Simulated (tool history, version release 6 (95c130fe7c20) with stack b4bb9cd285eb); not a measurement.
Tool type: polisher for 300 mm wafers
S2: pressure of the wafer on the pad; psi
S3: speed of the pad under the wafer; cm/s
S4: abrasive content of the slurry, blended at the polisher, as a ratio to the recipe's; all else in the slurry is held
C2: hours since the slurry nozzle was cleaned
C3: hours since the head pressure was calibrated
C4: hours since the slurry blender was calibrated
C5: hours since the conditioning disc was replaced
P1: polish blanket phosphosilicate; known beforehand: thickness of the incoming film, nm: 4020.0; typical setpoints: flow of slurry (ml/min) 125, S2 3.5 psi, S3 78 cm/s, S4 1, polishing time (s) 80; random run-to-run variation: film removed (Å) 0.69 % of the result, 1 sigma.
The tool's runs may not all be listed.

{"run": 1, "hour": 8.0, "flow of slurry (ml/min)": 125, "S2": 3.5, "S3": 78, "S4": 1, "polishing time (s)": 80, "wafers polished on this pad": 754, "C2": 101, "C3": 385, "C4": 135.7, "C5": 167.7, "film removed (Å)": 5513.7}
{"run": 2, "hour": 14.6, "flow of slurry (ml/min)": 125, "S2": 3.5, "S3": 78, "S4": 1, "polishing time (s)": 36, "wafers polished on this pad": 799, "C2": 107.6, "C3": 391.6, "C4": 142.3, "C5": 174.3, "film removed (Å)": 2469.1}
{"run": 3, "hour": 26.3, "flow of slurry (ml/min)": 85, "S2": 3.5, "S3": 78, "S4": 1, "polishing time (s)": 80, "wafers polished on this pad": 878, "C2": 119.3, "C3": 403.3, "C4": 154, "C5": 186, "film removed (Å)": 5000.5}
{"run": 4, "hour": 40.5, "flow of slurry (ml/min)": 125, "S2": 3.5, "S3": 110, "S4": 1, "polishing time (s)": 80, "wafers polished on this pad": 974, "C2": 133.5, "C3": 417.5, "C4": 168.2, "C5": 200.2, "film removed (Å)": 7325.1}
{"run": 5, "hour": 51.7, "flow of slurry (ml/min)": 125, "S2": 3.5, "S3": 78, "S4": 0.55, "polishing time (s)": 80, "wafers polished on this pad": 1050, "C2": 144.7, "C3": 428.7, "C4": 179.4, "C5": 211.4, "film removed (Å)": 4013.8}
{"run": 6, "hour": 66.3, "flow of slurry (ml/min)": 125, "S2": 3.5, "S3": 78, "S4": 1, "polishing time (s)": 80, "wafers polished on this pad": 1149, "C2": 159.3, "C3": 443.3, "C4": 194, "C5": 226, "film removed (Å)": 5490.7}
{"run": 7, "hour": 78.0, "flow of slurry (ml/min)": 125, "S2": 3.5, "S3": 78, "S4": 1, "polishing time (s)": 80, "wafers polished on this pad": 1228, "C2": 171, "C3": 455, "C4": 205.7, "C5": 237.7, "film removed (Å)": 5474.7}
{"hour": 87.8, "done": "slurry nozzle cleaned"}
{"run": 8, "hour": 90.8, "flow of slurry (ml/min)": 95, "S2": 1.8, "S3": 78, "S4": 1, "polishing time (s)": 80, "wafers polished on this pad": 1315, "C2": 3, "C3": 467.8, "C4": 218.5, "C5": 250.5, "film removed (Å)": 2690.2}
{"run": 9, "hour": 99.8, "flow of slurry (ml/min)": 185, "S2": 3.5, "S3": 78, "S4": 1, "polishing time (s)": 80, "wafers polished on this pad": 1375, "C2": 12, "C3": 476.8, "C4": 227.5, "C5": 259.5, "film removed (Å)": 5871.1}
{"run": 10, "hour": 108.3, "flow of slurry (ml/min)": 125, "S2": 2.6, "S3": 78, "S4": 1, "polishing time (s)": 80, "wafers polished on this pad": 1433, "C2": 20.5, "C3": 485.3, "C4": 236, "C5": 268, "film removed (Å)": 4032.9}
{"run": 11, "hour": 116.7, "flow of slurry (ml/min)": 125, "S2": 3.5, "S3": 46, "S4": 1, "polishing time (s)": 80, "wafers polished on this pad": 1490, "C2": 28.9, "C3": 493.7, "C4": 244.4, "C5": 276.4, "film removed (Å)": 3663.1}
{"run": 12, "hour": 124.2, "flow of slurry (ml/min)": 125, "S2": 3.5, "S3": 78, "S4": 1, "polishing time (s)": 80, "wafers polished on this pad": 1541, "C2": 36.4, "C3": 501.2, "C4": 251.9, "C5": 283.9, "film removed (Å)": 5478.9}
{"run": 13, "hour": 135.0, "flow of slurry (ml/min)": 185, "S2": 3.5, "S3": 78, "S4": 1, "polishing time (s)": 49, "wafers polished on this pad": 1614, "C2": 47.2, "C3": 512, "C4": 262.7, "C5": 294.7, "film removed (Å)": 3612.7}
{"run": 14, "hour": 145.5, "flow of slurry (ml/min)": 125, "S2": 3.5, "S3": 78, "S4": 1.3, "polishing time (s)": 80, "wafers polished on this pad": 1685, "C2": 57.7, "C3": 522.5, "C4": 273.2, "C5": 305.2, "film removed (Å)": 6155}
{"run": 15, "hour": 152.9, "flow of slurry (ml/min)": 125, "S2": 3.5, "S3": 78, "S4": 1, "polishing time (s)": 80, "wafers polished on this pad": 1735, "C2": 65.1, "C3": 529.9, "C4": 280.6, "C5": 312.6, "film removed (Å)": 5531.5}
{"run": 16, "hour": 159.5, "flow of slurry (ml/min)": 125, "S2": 5.3, "S3": 78, "S4": 1, "polishing time (s)": 80, "wafers polished on this pad": 1779, "C2": 71.7, "C3": 536.5, "C4": 287.2, "C5": 319.2, "film removed (Å)": 8504.8}
{"run": 17, "hour": 172.7, "flow of slurry (ml/min)": 125, "S2": 3.5, "S3": 78, "S4": 1, "polishing time (s)": 126, "wafers polished on this pad": 1869, "C2": 84.9, "C3": 549.7, "C4": 300.4, "C5": 332.4, "film removed (Å)": 8599.6}
{"run": 18, "hour": 181.3, "flow of slurry (ml/min)": 125, "S2": 3.5, "S3": 78, "S4": 1, "polishing time (s)": 80, "wafers polished on this pad": 1927, "C2": 93.5, "C3": 558.3, "C4": 309, "C5": 341, "film removed (Å)": 5471.1}
{"run": 19, "hour": 187.5, "flow of slurry (ml/min)": 125, "S2": 3.5, "S3": 78, "S4": 1, "polishing time (s)": 80, "wafers polished on this pad": 1969, "C2": 99.7, "C3": 564.5, "C4": 315.2, "C5": 347.2, "film removed (Å)": 5395.9}
{"run": 20, "hour": 201.7, "flow of slurry (ml/min)": 125, "S2": 3.5, "S3": 78, "S4": 1, "polishing time (s)": 80, "wafers polished on this pad": 2065, "C2": 113.9, "C3": 578.7, "C4": 329.4, "C5": 361.4, "film removed (Å)": 5115.4}
{"run": 21, "hour": 209.0, "flow of slurry (ml/min)": 125, "S2": 3.5, "S3": 78, "S4": 1, "polishing time (s)": 80, "wafers polished on this pad": 2114, "C2": 121.2, "C3": 586, "C4": 336.7, "C5": 368.7, "film removed (Å)": 5072.7}
{"hour": 209.9, "done": "slurry nozzle cleaned"}
{"hour": 211.7, "done": "head pressure recalibrated"}
{"hour": 212.6, "done": "conditioning disc replaced and pad reconditioned"}
{"run": 22, "hour": 216.5, "flow of slurry (ml/min)": 125, "S2": 3.5, "S3": 78, "S4": 1, "polishing time (s)": 80, "wafers polished on this pad": 2165, "C2": 6.7, "C3": 4.9, "C4": 344.2, "C5": 4, "film removed (Å)": 5094}
{"run": 23, "hour": 224.5, "flow of slurry (ml/min)": 125, "S2": 3.5, "S3": 78, "S4": 1, "polishing time (s)": 80, "wafers polished on this pad": 2219, "C2": 14.7, "C3": 12.9, "C4": 352.2, "C5": 12, "film removed (Å)": 4990.2}

What does the tool deliver on the next run?
{"run": 24, "hour": 236.2, "flow of slurry (ml/min)": 125, "S2": 3.5, "S3": 78, "S4": 1, "polishing time (s)": 80, "wafers polished on this pad": 2298, "C2": 26.4, "C3": 24.6, "C4": 363.9, "C5": 23.7, "film removed (Å)": "?"}

film removed (Å): 4966.5
